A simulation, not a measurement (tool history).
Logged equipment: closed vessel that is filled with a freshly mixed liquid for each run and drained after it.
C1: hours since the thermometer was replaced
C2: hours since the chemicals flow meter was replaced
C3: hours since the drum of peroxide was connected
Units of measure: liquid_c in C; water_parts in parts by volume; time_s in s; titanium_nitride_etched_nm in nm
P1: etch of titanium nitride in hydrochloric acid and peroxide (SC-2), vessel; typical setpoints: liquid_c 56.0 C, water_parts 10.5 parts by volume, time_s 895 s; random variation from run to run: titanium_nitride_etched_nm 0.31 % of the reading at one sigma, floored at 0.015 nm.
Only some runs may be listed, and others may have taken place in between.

run 1 hour=18.6 | liquid_c=56.0 water_parts=10.5 time_s=895 | C1=613.8 C2=1608.6 C3=627.6 | titanium_nitride_etched_nm=17.8410
run 2 hour=29.4 | liquid_c=56.0 water_parts=10.5 time_s=895 | C1=624.6 C2=1619.4 C3=638.4 | titanium_nitride_etched_nm=17.8230
run 3 hour=48.7 | liquid_c=56.0 water_parts=10.5 time_s=895 | C1=643.9 C2=1638.7 C3=657.7 | titanium_nitride_etched_nm=17.7930
run 4 hour=59.2 | liquid_c=56.0 water_parts=10.5 time_s=460 | C1=654.4 C2=1649.2 C3=668.2 | titanium_nitride_etched_nm=9.1616
run 5 hour=70.0 | liquid_c=56.0 water_parts=10.5 time_s=895 | C1=665.2 C2=1660.0 C3=679.0 | titanium_nitride_etched_nm=17.6710
run 6 hour=81.6 | liquid_c=48.5 water_parts=5.5 time_s=895 | C1=676.8 C2=1671.6 C3=690.6 | titanium_nitride_etched_nm=18.2610
run 7 hour=90.4 | liquid_c=64.0 water_parts=5.0 time_s=895 | C1=685.6 C2=1680.4 C3=699.4 | titanium_nitride_etched_nm=52.6610
run 8 hour=103.9 | liquid_c=56.0 water_parts=10.5 time_s=895 | C1=699.1 C2=1693.9 C3=712.9 | titanium_nitride_etched_nm=17.7980
run 9 hour=117.0 | liquid_c=72.0 water_parts=10.5 time_s=895 | C1=712.2 C2=1707.0 C3=726.0 | titanium_nitride_etched_nm=47.3300
run 10 hour=135.7 | liquid_c=43.0 water_parts=10.5 time_s=895 | C1=730.9 C2=1725.7 C3=744.7 | titanium_nitride_etched_nm=7.4777
run 11 hour=145.8 | liquid_c=56.0 water_parts=4.0 time_s=895 | C1=741.0 C2=1735.8 C3=754.8 | titanium_nitride_etched_nm=37.0990
-- hour=154.5 thermometer replaced
run 12 hour=159.6 | liquid_c=56.0 water_parts=10.5 time_s=1760 | C1=5.1 C2=1749.6 C3=768.6 | titanium_nitride_etched_nm=34.7290
run 13 hour=176.7 | liquid_c=56.0 water_parts=10.5 time_s=895 | C1=22.2 C2=1766.7 C3=785.7 | titanium_nitride_etched_nm=17.8690
run 14 hour=192.0 | liquid_c=56.0 water_parts=18.5 time_s=895 | C1=37.5 C2=1782.0 C3=801.0 | titanium_nitride_etched_nm=10.8470
run 15 hour=204.0 | liquid_c=56.0 water_parts=10.5 time_s=895 | C1=49.5 C2=1794.0 C3=813.0 | titanium_nitride_etched_nm=17.8000
run 16 hour=222.5 | liquid_c=56.0 water_parts=10.5 time_s=895 | C1=68.0 C2=1812.5 C3=831.5 | titanium_nitride_etched_nm=18.4840
run 17 hour=234.9 | liquid_c=56.0 water_parts=10.5 time_s=895 | C1=80.4 C2=1824.9 C3=843.9 | titanium_nitride_etched_nm=18.7140
run 18 hour=244.2 | liquid_c=56.0 water_parts=10.5 time_s=895 | C1=89.7 C2=1834.2 C3=853.2 | titanium_nitride_etched_nm=18.8940
run 19 hour=256.3 | liquid_c=56.0 water_parts=10.5 time_s=895 | C1=101.8 C2=1846.3 C3=865.3 | titanium_nitride_etched_nm=18.9720
run 20 hour=275.6 | liquid_c=56.0 water_parts=10.5 time_s=895 | C1=121.1 C2=1865.6 C3=884.6 | titanium_nitride_etched_nm=19.1980
run 21 hour=287.4 | liquid_c=56.0 water_parts=10.5 time_s=895 | C1=132.9 C2=1877.4 C3=896.4 | titanium_nitride_etched_nm=19.2110
run 22 hour=306.3 | liquid_c=56.0 water_parts=10.5 time_s=895 | C1=151.8 C2=1896.3 C3=915.3 | titanium_nitride_etched_nm=19.1980

P1 no longer gives what it gave before; its output has crept away from where it was. The following 2 causes, each at its listed size, fit the log equally well:
A: chemicals flow above the setpoint (%) = 9.43
B: liquid hotter than its thermometer reads (K) = 1.18
The onset of the drift is placed at about hour 204.0.
All other causes, with the reason each is excluded:
peroxide weaker than its label (%): at its largest 8, which would move titanium_nitride_etched_nm by -7.4 %, too little to match the creep or of the wrong sign

Consider the 4 check runs below, whose results appear as question marks and each of which averages 2 wafers. Which one distinguishes the causes, in that each cause would give it a clearly different result?
run check 1 hour=325.2 | liquid_c=56.0 water_parts=18.0 time_s=895 | titanium_nitride_etched_nm=?
run check 2 hour=325.2 | liquid_c=56.0 water_parts=18.5 time_s=1650 | titanium_nitride_etched_nm=?
run check 3 hour=325.2 | liquid_c=68.0 water_parts=10.5 time_s=1395 | titanium_nitride_etched_nm=?
run check 4 hour=325.2 | liquid_c=46.5 water_parts=4.0 time_s=895 | titanium_nitride_etched_nm=?

What each check would give under each cause:
check=check_1 result=titanium_nitride_etched_nm if_A=12.0570 if_B=11.9950
check=check_2 result=titanium_nitride_etched_nm if_A=21.6910 if_B=21.5750
check=check_3 result=titanium_nitride_etched_nm if_A=62.9300 if_B=62.6280
check=check_4 result=titanium_nitride_etched_nm if_A=20.9780 if_B=21.4210
Smallest distance between any two causes, each pair judged by its most separating result, in per cent: check 1 0.52 %; check 2 0.54 %; check 3 0.48 %; check 4 2.09 %
Check 4 is the one run that separates the causes; every other check would come out nearly the same whichever cause is at work.

Running check 4 produced the following: titanium_nitride_etched_nm 21.5000 nm. Which one of the listed causes fits?

B is the cause: liquid hotter than its thermometer reads (K).
